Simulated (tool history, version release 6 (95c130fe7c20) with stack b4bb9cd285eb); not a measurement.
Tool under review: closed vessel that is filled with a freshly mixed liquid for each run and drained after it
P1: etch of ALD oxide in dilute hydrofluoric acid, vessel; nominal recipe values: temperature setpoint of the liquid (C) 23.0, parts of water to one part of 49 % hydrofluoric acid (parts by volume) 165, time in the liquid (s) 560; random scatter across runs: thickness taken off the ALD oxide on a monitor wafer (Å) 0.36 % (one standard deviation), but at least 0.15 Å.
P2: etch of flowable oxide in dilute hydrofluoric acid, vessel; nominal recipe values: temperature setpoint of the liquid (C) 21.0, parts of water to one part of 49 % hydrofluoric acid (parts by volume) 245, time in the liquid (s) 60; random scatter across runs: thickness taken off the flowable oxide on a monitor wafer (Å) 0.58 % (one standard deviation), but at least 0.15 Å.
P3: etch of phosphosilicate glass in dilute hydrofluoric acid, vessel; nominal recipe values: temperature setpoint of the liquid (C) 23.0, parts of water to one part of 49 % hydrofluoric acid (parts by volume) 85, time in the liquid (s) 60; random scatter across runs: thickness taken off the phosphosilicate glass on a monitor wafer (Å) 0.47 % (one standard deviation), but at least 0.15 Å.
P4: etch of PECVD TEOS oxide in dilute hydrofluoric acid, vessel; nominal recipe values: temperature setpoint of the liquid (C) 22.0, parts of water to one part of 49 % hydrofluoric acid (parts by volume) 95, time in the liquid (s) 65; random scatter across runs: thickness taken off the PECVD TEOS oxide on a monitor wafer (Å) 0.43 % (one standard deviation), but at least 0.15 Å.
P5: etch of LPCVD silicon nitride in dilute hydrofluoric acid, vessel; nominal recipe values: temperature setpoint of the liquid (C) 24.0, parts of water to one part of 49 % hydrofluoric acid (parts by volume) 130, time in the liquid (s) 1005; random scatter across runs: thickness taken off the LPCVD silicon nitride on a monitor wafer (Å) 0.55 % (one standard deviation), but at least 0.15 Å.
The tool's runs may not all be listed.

run   hour  process that ran  temperature setpoint of the liquid (C)  parts of water to one part of 49 % hydrofluoric acid (parts by volume)  time in the liquid (s)  hours since the thermometer was replaced  hours since the hydrofluoric acid flow meter was replaced  thickness taken off the ALD oxide on a monitor wafer (Å)  thickness taken off the phosphosilicate glass on a monitor wafer (Å)  thickness taken off the flowable oxide on a monitor wafer (Å)  thickness taken off the LPCVD silicon nitride on a monitor wafer (Å)  thickness taken off the PECVD TEOS oxide on a monitor wafer (Å)
  1    7.2                P1                                    23.0                                                                     165                     560                                     721.3                                                      340.1                                                    382.45
  2   14.4                P3                                    23.0                                                                      85                      60                                     728.5                                                      347.3                                                                                                                         1362.00
  3   22.9                P2                                    21.0                                                                     245                      60                                     737.0                                                      355.8                                                                                                                                                                                         84.032
  4   30.8                P3                                    23.0                                                                      50                      60                                     744.9                                                      363.7                                                                                                                         2419.90
  5   43.1                P1                                    23.0                                                                      80                     560                                     757.2                                                      376.0                                                    864.55
  6   55.1                P2                                    26.5                                                                     245                      60                                     769.2                                                      388.0                                                                                                                                                                                        102.640
  7   63.6                P1                                    23.0                                                                     165                     560                                     777.7                                                      396.5                                                    380.46
  8   71.8                P5                                    24.0                                                                     130                    1005                                     785.9                                                      404.7                                                                                                                                                                                                                                                              42.3310
  9   77.5                P1                                    23.0                                                                     165                     930                                     791.6                                                      410.4                                                    633.58
 10   87.2                P4                                    22.0                                                                      95                     120                                     801.3                                                      420.1                                                                                                                                                                                                                                                                                                                               120.680
 11   98.6                P1                                    23.0                                                                     225                    1030                                     812.7                                                      431.5                                                    485.83
 12  106.0                P1                                    23.0                                                                     165                     560                                     820.1                                                      438.9                                                    381.16
 13  117.2                P2                                    21.0                                                                      60                      60                                     831.3                                                      450.1                                                                                                                                                                                        417.650
 14  124.8                P5                                    24.0                                                                     130                    1005                                     838.9                                                      457.7                                                                                                                                                                                                                                                              43.2000
 15  131.6                P4                                    22.0                                                                      95                      65                                     845.7                                                      464.5                                                                                                                                                                                                                                                                                                                                65.774
 16  141.4                P3                                    23.0                                                                      85                      30                                     855.5                                                      474.3                                                                                                                          679.31
 17  151.4                P5                                    24.0                                                                     130                     125                                     865.5                                                      484.3                                                                                                                                                                                                                                                               5.5084
 18  159.6                P5                                    32.5                                                                     130                    1005                                     873.7                                                      492.5                                                                                                                                                                                                                                                              73.5110
 19  170.2                P3                                    29.5                                                                      85                      60                                     884.3                                                      503.1                                                                                                                         1749.00
 20  182.6                P1                                    23.0                                                                     165                     560                                     896.7                                                      515.5                                                    380.04
 21  190.7                P1                                    27.5                                                                     165                     560                                     904.8                                                      523.6                                                    451.28
 22  200.4                P1                                    18.5                                                                     165                     560                                     914.5                                                      533.3                                                    318.02
 23  212.7                P5                                    24.0                                                                     215                    1005                                     926.8                                                      545.6                                                                                                                                                                                                                                                              25.8790
 24  221.0                P4                                    22.0                                                                     135                      65                                     935.1                                                      553.9                                                                                                                                                                                                                                                                                                                                44.474
 25  231.5                P1                                    23.0                                                                     265                     560                                     945.6                                                      564.4                                                    212.94
 26  240.6                P2                                    21.0                                                                     245                      30                                     954.7                                                      573.5                                                                                                                                                                                         41.867
 27  251.6                P1                                    18.5                                                                     110                     560                                     965.7                                                      584.5                                                    506.47
 28  258.8                P1                                    23.0                                                                     165                     280                                     972.9                                                      591.7                                                    190.43
 29  269.3                P4                                    26.5                                                                      95                      65                                     983.4                                                      602.2                                                                                                                                                                                                                                                                                                                                78.863
 30  278.9                P1                                    23.0                                                                     165                     560                                     993.0                                                      611.8                                                    382.98
 31  289.4                P1                                    23.0                                                                     165                     560                                    1003.5                                                      622.3                                                    391.37
 32  300.8                P1                                    23.0                                                                     165                     560                                    1014.9                                                      633.7                                                    402.34
 33  312.1                P1                                    23.0                                                                     165                     560                                    1026.2                                                      645.0                                                    408.60
 34  318.2                P1                                    23.0                                                                     165                     560                                    1032.3                                                      651.1                                                    405.71
 35  324.4                P1                                    23.0                                                                     165                     560                                    1038.5                                                      657.3                                                    410.88
 36  333.8                P1                                    23.0                                                                     165                     560                                    1047.9                                                      666.7                                                    410.46
 37  343.0                P1                                    23.0                                                                     165                     560                                    1057.1                                                      675.9                                                    410.89
 38  349.8                P1                                    23.0                                                                     165                     560                                    1063.9                                                      682.7                                                    411.86
 39  355.5                P1                                    23.0                                                                     165                     560                                    1069.6                                                      688.4                                                    410.35
 40  364.3                P1                                    23.0                                                                     165                     560                                    1078.4                                                      697.2                                                    412.43
 41  370.4                P1                                    23.0                                                                     165                     560                                    1084.5                                                      703.3                                                    412.99

The output of P1 has drifted from where it used to be. Each of the 2 causes below, taken at the size shown beside it, accounts for the log equally well:
A: hydrofluoric acid flow above the setpoint (%) = 6.92
B: liquid hotter than its thermometer reads (K) = 2.09
Onset of the creep was near hour 278.9.

Listed below are the offered check runs, one wafer per run, with question marks in place of results. For which of them would the causes give clearly different outcomes?
check 1  376.5                P2                                    21.0                                                                      80                      30                                                                                                                                                                                                                                                                                                   ?
check 2  376.5                P4                                    26.5                                                                      95                     110                                                                                                                                                                                                                                                                                                                                                                                                                                          ?
check 3  376.5                P5                                    29.0                                                                     130                    1005                                                                                                                                                                                                                                                                                                                                                                         ?
check 4  376.5                P3                                    28.5                                                                      85                      60                                                                                                                                                                                                                                    ?

What each check would give under each cause:
  check                                                                result     if A     if B
check 1         thickness taken off the flowable oxide on a monitor wafer (Å)  165.040  167.100
check 2       thickness taken off the PECVD TEOS oxide on a monitor wafer (Å)  143.350  144.140
check 3  thickness taken off the LPCVD silicon nitride on a monitor wafer (Å)  63.2330  67.2630
check 4  thickness taken off the phosphosilicate glass on a monitor wafer (Å)  1819.30  1828.60
Distance between the nearest two causes, measured in the result of the check that separates them most: check 1 1.24 %; check 2 0.54 %; check 3 6.18 %; check 4 0.51 %
Check 3 tells the causes apart: in the others they would give nearly the same result.

Then check 3 was run and gave: thickness taken off the LPCVD silicon nitride on a monitor wafer (Å) 63.1400. Which cause is it?

A is the cause: hydrofluoric acid flow above the setpoint (%).
